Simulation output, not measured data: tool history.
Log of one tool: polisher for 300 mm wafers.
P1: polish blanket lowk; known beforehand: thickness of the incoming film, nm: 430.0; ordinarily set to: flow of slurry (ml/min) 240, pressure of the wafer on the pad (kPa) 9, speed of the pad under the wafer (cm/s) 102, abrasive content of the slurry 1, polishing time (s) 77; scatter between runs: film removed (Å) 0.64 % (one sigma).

run	hour	flow of slurry (ml/min)	pressure of the wafer on the pad (kPa)	speed of the pad under the wafer (cm/s)	abrasive content of the slurry	polishing time (s)	wafers polished on this pad	hours since the slurry nozzle was cleaned	hours since the head pressure was calibrated	hours since the slurry blender was calibrated	hours since the conditioning disc was replaced	film removed (Å)
1	4.1	240	9	102	1	77	180	256.6	1088.6	158.5	166.8	262.63
2	9.8	240	9	102	1	77	218	262.3	1094.3	164.2	172.5	262.23
3	14.6	240	9	154	1	77	250	267.1	1099.1	169	177.3	363.92
4	19.8	240	9	102	1	77	284	272.3	1104.3	174.2	182.5	263.16
5	24.6	240	9	102	1	119	316	277.1	1109.1	179	187.3	408.64
6	29.6	240	9	102	1	77	349	282.1	1114.1	184	192.3	267.61
7	33	240	4.8	102	1	77	371	285.5	1117.5	187.4	195.7	141.32
8	38	240	9	66	1	77	405	290.5	1122.5	192.4	200.7	188.33
9	40.6	360	9	102	1	77	422	293.1	1125.1	195	203.3	272.74
10	45.8	240	9	102	1	36	456	298.3	1130.3	200.2	208.5	123.95
11	50.1	145	9	144	1	77	485	302.6	1134.6	204.5	212.8	323.88
12	54	145	9	102	1	77	510	306.5	1138.5	208.4	216.7	244.66
13	58.8	240	11.7	102	1	77	542	311.3	1143.3	213.2	221.5	345.61
14	62	240	9	102	1.35	77	563	314.5	1146.5	216.4	224.7	301.76
15	65.8	240	9	102	0.55	77	588	318.3	1150.3	220.2	228.5	193.23
16	69.4	240	9	150	1.3	77	612	321.9	1153.9	223.8	232.1	398.47
17	72.7	240	9	102	1	77	634	325.2	1157.2	227.1	235.4	265.41
18	75.2	240	9	102	1	77	651	327.7	1159.7	229.6	237.9	267.61
19	80.6	240	9	102	1	77	686	333.1	1165.1	235	243.3	264.44
20	85.7	240	9	102	1	77	720	338.2	1170.2	240.1	248.4	253.83
21	88.3	240	9	102	1	77	737	340.8	1172.8	242.7	251	249.47
22	93.4	240	9	102	1	77	771	345.9	1177.9	247.8	256.1	243.86
# hour 95.4: head pressure recalibrated
# hour 96.4: conditioning disc replaced and pad reconditioned
23	96.8	240	9	102	1	77	793	349.3	1.4	251.2	0.4	243.49
24	102.4	240	9	102	1	77	831	354.9	7	256.8	6	239.91
25	105.6	240	9	102	1	77	852	358.1	10.2	260	9.2	241.43
# hour 107: slurry nozzle cleaned
26	108.4	240	9	102	1	77	870	1.4	13	262.8	12	239.01
27	111	240	9	102	1	77	887	4	15.6	265.4	14.6	238.34
28	116.1	240	9	102	1	77	921	9.1	20.7	270.5	19.7	241.66

What P1 gives has crept away from where it was. These 2 causes fit the log equally well, each at the size given:
A: removal rate lost through wear of the pad, % = 9.49
B: abrasive missing from the slurry, % = 18.7
Creep in the process output first set in at about hour 80.6.
Each remaining cause and why it is not a fit:
slurry flow missing at the pad, %: its service at hour 107 followed the start of the drift and did not put the process back to its old value
head's pressure below its setpoint, %: its service at hour 95.4 followed the start of the drift and did not put the process back to its old value
time polished since the conditioner stopped cutting, s: its service at hour 96.4 followed the start of the drift and did not put the process back to its old value

4 check runs are offered, each on 5 wafers whose results are averaged, their results left as question marks. Which one tells the causes apart?
check 1	121.2	185	9	102	0.65	77						?
check 2	121.2	145	9	102	1	77						?
check 3	121.2	240	4.8	138	1	77						?
check 4	121.2	240	11	80	1	77						?

If the cause were each of the candidates in turn, the checks would give the following:
check	result	if A	if B
check 1	film removed (Å)	185.62	181.61
check 2	film removed (Å)	222.24	222.3
check 3	film removed (Å)	163.73	163.77
check 4	film removed (Å)	241.94	242.01
Distance between the nearest two causes, measured in the result of the check that separates them most: check 1 2.18 %; check 2 0.03 %; check 3 0.03 %; check 4 0.03 %
The causes can be told apart only by check 1. The other checks would give nearly the same results under each of them.

Check 1 has now been run. It gave: film removed (Å) 181.3. Which of the candidate causes is it?

The correct cause is B, namely: abrasive missing from the slurry, %.

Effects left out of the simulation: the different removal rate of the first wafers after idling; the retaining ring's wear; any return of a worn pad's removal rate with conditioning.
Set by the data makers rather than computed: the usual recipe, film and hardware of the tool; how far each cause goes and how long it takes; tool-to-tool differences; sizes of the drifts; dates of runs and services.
